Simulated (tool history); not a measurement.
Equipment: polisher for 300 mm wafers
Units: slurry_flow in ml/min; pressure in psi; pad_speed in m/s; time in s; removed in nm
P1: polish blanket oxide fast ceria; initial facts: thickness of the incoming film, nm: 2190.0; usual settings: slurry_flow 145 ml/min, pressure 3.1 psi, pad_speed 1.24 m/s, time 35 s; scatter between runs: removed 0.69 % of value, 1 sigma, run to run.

| run | hour | slurry_flow | pressure | pad_speed | time | removed |
|---|---|---|---|---|---|---|
| 1 | 5.3 | 145 | 3.1 | 1.24 | 35 | 843.96 |
| 2 | 11.3 | 145 | 3.1 | 0.68 | 35 | 466.64 |
| 3 | 20.8 | 145 | 3.1 | 1.24 | 23 | 569.69 |
| 4 | 28.2 | 210 | 4.7 | 1.24 | 35 | 1367.1 |
| 5 | 35.8 | 145 | 3.1 | 1.24 | 35 | 846.95 |
| 6 | 42.4 | 145 | 1.9 | 0.6 | 35 | 254.62 |
| 7 | 48.8 | 100 | 3.1 | 1.24 | 35 | 788.48 |
| 8 | 55.6 | 145 | 3.1 | 1.24 | 52 | 1260.7 |
| 9 | 60.3 | 205 | 3.1 | 1.24 | 35 | 907.35 |
| 10 | 67.8 | 145 | 3.1 | 1.24 | 35 | 857.89 |
| 11 | 74.7 | 90 | 3.1 | 1.54 | 35 | 960.44 |
| 12 | 84.5 | 145 | 3.1 | 1.24 | 35 | 855.62 |
| 13 | 88.9 | 145 | 4.9 | 1.24 | 35 | 1359.7 |
| 14 | 98.4 | 145 | 3.1 | 1.74 | 35 | 1186.2 |
| 15 | 102.8 | 145 | 1.4 | 1.24 | 35 | 383.62 |
| 16 | 110.2 | 145 | 3.1 | 1.24 | 35 | 849.42 |
| 17 | 114.6 | 145 | 3.1 | 1.24 | 35 | 845.63 |
| 18 | 122.1 | 145 | 3.1 | 1.24 | 35 | 859.37 |
| 19 | 126.6 | 145 | 3.1 | 1.24 | 35 | 845.42 |
| 20 | 136.7 | 145 | 3.1 | 1.24 | 35 | 821.63 |
| 21 | 142.3 | 145 | 3.1 | 1.24 | 35 | 813.07 |
| 22 | 151.3 | 145 | 3.1 | 1.24 | 35 | 814.14 |
| 23 | 156 | 145 | 3.1 | 1.24 | 35 | 803.39 |
|  | 160.4 | head pressure recalibrated |
| 24 | 162.6 | 145 | 3.1 | 1.24 | 35 | 791.79 |
| 25 | 172.4 | 145 | 3.1 | 1.24 | 35 | 794.2 |
| 26 | 178.1 | 145 | 3.1 | 1.24 | 35 | 794.53 |
| 27 | 182.8 | 145 | 3.1 | 1.24 | 35 | 798.55 |
| 28 | 191.7 | 145 | 3.1 | 1.24 | 35 | 782.26 |

The output of P1 has drifted from where it used to be. Each of the 2 causes below, taken at the size shown beside it, accounts for the log equally well:
A: slurry flow missing at the pad, % = 29
B: removal rate lost through wear of the pad, % = 6.93
The drift started at roughly hour 122.1.
The rest of the possible causes, and what rules out each one:
head's pressure below its setpoint, %: maintenance at hour 160.4, after the shift began, did not return the process to its former output

4 check runs are offered, each on 3 wafers whose results are averaged, their results left as question marks. Which one tells the causes apart?
| check 1 | 200.6 | 145 | 4.8 | 0.72 | 35 | ? |
| check 2 | 200.6 | 145 | 3.1 | 1.24 | 48 | ? |
| check 3 | 200.6 | 100 | 3.1 | 1.24 | 35 | ? |
| check 4 | 200.6 | 145 | 2 | 1.24 | 26 | ? |

If the cause were each of the candidates in turn, the checks would give the following:
| check | result | if A | if B |
|---|---|---|---|
| check 1 | removed | 715.52 | 715.52 |
| check 2 | removed | 1091.4 | 1091.4 |
| check 3 | removed | 715.17 | 735.4 |
| check 4 | removed | 381.42 | 381.42 |
Separation of the two closest causes in each check, using whichever result separates them best: check 1 0 %; check 2 0 %; check 3 2.79 %; check 4 0 %
Only check 3 tells the causes apart: in the others they would give nearly the same result.

Check 3 has now been run. It gave: removed 738.66 nm. Which of the candidate causes is it?

It was cause B: removal rate lost through wear of the pad, %.
